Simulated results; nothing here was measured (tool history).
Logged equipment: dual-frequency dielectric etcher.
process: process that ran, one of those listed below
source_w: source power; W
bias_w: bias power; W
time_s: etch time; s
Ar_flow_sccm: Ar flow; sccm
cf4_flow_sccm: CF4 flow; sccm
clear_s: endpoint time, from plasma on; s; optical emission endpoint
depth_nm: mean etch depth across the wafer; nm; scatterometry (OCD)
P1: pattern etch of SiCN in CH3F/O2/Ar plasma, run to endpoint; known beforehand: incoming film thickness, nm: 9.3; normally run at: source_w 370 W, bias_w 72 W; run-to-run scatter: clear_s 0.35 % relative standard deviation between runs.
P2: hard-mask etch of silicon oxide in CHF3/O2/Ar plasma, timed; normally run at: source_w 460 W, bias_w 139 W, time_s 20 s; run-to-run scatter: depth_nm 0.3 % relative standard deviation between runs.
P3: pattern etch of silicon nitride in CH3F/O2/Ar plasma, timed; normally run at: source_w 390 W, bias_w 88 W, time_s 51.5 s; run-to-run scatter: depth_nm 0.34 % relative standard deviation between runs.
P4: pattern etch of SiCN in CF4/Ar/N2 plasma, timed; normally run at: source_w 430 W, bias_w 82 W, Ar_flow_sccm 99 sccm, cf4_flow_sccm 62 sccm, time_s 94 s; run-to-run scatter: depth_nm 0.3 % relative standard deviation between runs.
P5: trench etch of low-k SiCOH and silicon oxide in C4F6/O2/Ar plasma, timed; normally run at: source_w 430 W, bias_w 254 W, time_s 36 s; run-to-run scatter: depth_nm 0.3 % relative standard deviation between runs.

| run | day | process | source_w | bias_w | time_s | Ar_flow_sccm | cf4_flow_sccm | hours since the last wet clean | hours since the last source power generator calibration | hours since the last bias power generator calibration | clear_s | depth_nm |
|---|---|---|---|---|---|---|---|---|---|---|---|---|
| 1 | 0.288 | P1 | 370 | 72 |  |  |  | 65.8 | 733.8 | 1405.6 | 25.545 |  |
| 2 | 0.608 | P2 | 460 | 139 | 20 |  |  | 73.5 | 741.5 | 1413.3 |  | 33.551 |
| 3 | 0.95 | P4 | 430 | 82 | 94 | 73 | 62 | 81.7 | 749.7 | 1421.5 |  | 83.843 |
| 4 | 1.367 | P1 | 370 | 72 |  |  |  | 91.7 | 759.7 | 1431.5 | 25.64 |  |
| 5 | 1.604 | P1 | 370 | 72 |  |  |  | 97.4 | 765.4 | 1437.2 | 25.546 |  |
| 6 | 2.004 | P5 | 430 | 254 | 36 |  |  | 107 | 775 | 1446.8 |  | 124.33 |
| 7 | 2.404 | P2 | 460 | 139 | 30 |  |  | 116.6 | 784.6 | 1456.4 |  | 50.001 |
| 8 | 2.817 | P4 | 250 | 82 | 94 | 99 | 62 | 126.5 | 794.5 | 1466.3 |  | 50.159 |
| 9 | 3.075 | P4 | 430 | 112 | 94 | 99 | 62 | 132.7 | 800.7 | 1472.5 |  | 90.21 |
| 10 | 3.525 | P1 | 500 | 54 |  |  |  | 143.5 | 811.5 | 1483.3 | 25.128 |  |
| 11 | 3.804 | P4 | 430 | 82 | 94 | 99 | 62 | 150.2 | 818.2 | 1490 |  | 80.338 |
| 12 | 4.058 | P4 | 430 | 82 | 65 | 99 | 62 | 156.3 | 824.3 | 1496.1 |  | 55.504 |
|  | 4.238 | wet clean of the chamber |
| 13 | 4.512 | P5 | 290 | 254 | 36 |  |  | 6.6 | 835.2 | 1507 |  | 106.78 |
|  | 4.583 | source power generator calibrated |
| 14 | 4.788 | P4 | 430 | 82 | 94 | 99 | 87 | 13.2 | 5 | 1513.6 |  | 84.156 |
| 15 | 5.025 | P2 | 330 | 139 | 20 |  |  | 18.9 | 10.7 | 1519.3 |  | 29.489 |
| 16 | 5.421 | P3 | 300 | 88 | 51.5 |  |  | 28.4 | 20.2 | 1528.8 |  | 33.217 |
| 17 | 5.629 | P1 | 370 | 72 |  |  |  | 33.4 | 25.2 | 1533.8 | 25.618 |  |
| 18 | 5.838 | P1 | 370 | 72 |  |  |  | 38.4 | 30.2 | 1538.8 | 25.653 |  |
| 19 | 6.279 | P1 | 510 | 96 |  |  |  | 49 | 40.8 | 1549.4 | 20.464 |  |
| 20 | 6.662 | P1 | 260 | 72 |  |  |  | 58.2 | 50 | 1558.6 | 29.174 |  |
| 21 | 7.079 | P2 | 460 | 110 | 20 |  |  | 68.2 | 60 | 1568.6 |  | 30.831 |
|  | 7.35 | bias power generator calibrated |
| 22 | 7.442 | P3 | 390 | 88 | 51.5 |  |  | 76.9 | 68.7 | 2.2 |  | 36.77 |
| 23 | 7.708 | P5 | 430 | 254 | 25.5 |  |  | 83.3 | 75.1 | 8.6 |  | 88.234 |
| 24 | 8.129 | P4 | 430 | 82 | 94 | 99 | 62 | 93.4 | 85.2 | 18.7 |  | 79.956 |
| 25 | 8.412 | P3 | 390 | 88 | 51.5 |  |  | 100.2 | 92 | 25.5 |  | 36.68 |
| 26 | 8.733 | P5 | 430 | 160 | 36 |  |  | 107.9 | 99.7 | 33.2 |  | 107.52 |
| 27 | 9.112 | P1 | 370 | 92 |  |  |  | 117 | 108.8 | 42.3 | 23.371 |  |
| 28 | 9.338 | P1 | 370 | 52 |  |  |  | 122.4 | 114.2 | 47.7 | 28.591 |  |
| 29 | 9.779 | P3 | 390 | 118 | 51.5 |  |  | 133 | 124.8 | 58.3 |  | 40.472 |
| 30 | 10.2 | P3 | 390 | 88 | 31.5 |  |  | 143.1 | 134.9 | 68.4 |  | 22.197 |
| 31 | 10.667 | P1 | 490 | 72 |  |  |  | 154.3 | 146.1 | 79.6 | 23.007 |  |
| 32 | 10.967 | P1 | 370 | 72 |  |  |  | 161.5 | 153.3 | 86.8 | 25.592 |  |
| 33 | 11.325 | P1 | 370 | 72 |  |  |  | 170.1 | 161.9 | 95.4 | 25.815 |  |
| 34 | 11.625 | P1 | 370 | 72 |  |  |  | 177.3 | 169.1 | 102.6 | 25.827 |  |
| 35 | 12.067 | P1 | 370 | 72 |  |  |  | 187.9 | 179.7 | 113.2 | 25.852 |  |
| 36 | 12.433 | P1 | 370 | 72 |  |  |  | 196.7 | 188.5 | 122 | 26.021 |  |
|  | 12.508 | wet clean of the chamber |
| 37 | 12.65 | P1 | 370 | 72 |  |  |  | 3.4 | 193.7 | 127.2 | 25.981 |  |
| 38 | 13.033 | P1 | 370 | 72 |  |  |  | 12.6 | 202.9 | 136.4 | 25.967 |  |
| 39 | 13.254 | P1 | 370 | 72 |  |  |  | 17.9 | 208.2 | 141.7 | 25.997 |  |
| 40 | 13.471 | P1 | 370 | 72 |  |  |  | 23.1 | 213.4 | 146.9 | 25.944 |  |

What P1 gives has crept away from where it was. These 2 causes fit the log equally well, each at the size given:
A: source power that arrives under what is set, % = 4.55
B: bias power that arrives under what is set, % = 4.82
The onset of the drift is placed at about day 10.967.
Every other cause this tool's parts could produce, and why it does not fit the log:
chamber walls in a state that lowers the etch rate, %: was serviced at day 12.508, once the creep was under way, yet the earlier output never came back

Consider the 4 single-wafer check runs listed below, results given as question marks: which one distinguishes between the causes by giving clearly different results for each?
| check 1 | 13.688 | P5 | 430 | 196 | 36 |  |  |  |  |  |  | ? |
| check 2 | 13.688 | P3 | 390 | 88 | 34 |  |  |  |  |  |  | ? |
| check 3 | 13.688 | P4 | 430 | 82 | 94 | 75 | 62 |  |  |  |  | ? |
| check 4 | 13.688 | P2 | 460 | 139 | 28.5 |  |  |  |  |  |  | ? |

Outcome of each check run for each possible cause:
| check | result | if A | if B |
|---|---|---|---|
| check 1 | depth_nm | 112.27 | 112.53 |
| check 2 | depth_nm | 23.723 | 23.718 |
| check 3 | depth_nm | 80.205 | 82.131 |
| check 4 | depth_nm | 46.724 | 46.819 |
Minimum pairwise separation of causes per check, each pair taken at its best-separating result: check 1 0.23 %; check 2 0.02 %; check 3 2.37 %; check 4 0.2 %
The causes can be told apart only by check 3. The other checks would give nearly the same results under each of them.

Then check 3 was run and gave: depth_nm 80.248 nm. Which cause is it?

The cause is A: source power that arrives under what is set, %.

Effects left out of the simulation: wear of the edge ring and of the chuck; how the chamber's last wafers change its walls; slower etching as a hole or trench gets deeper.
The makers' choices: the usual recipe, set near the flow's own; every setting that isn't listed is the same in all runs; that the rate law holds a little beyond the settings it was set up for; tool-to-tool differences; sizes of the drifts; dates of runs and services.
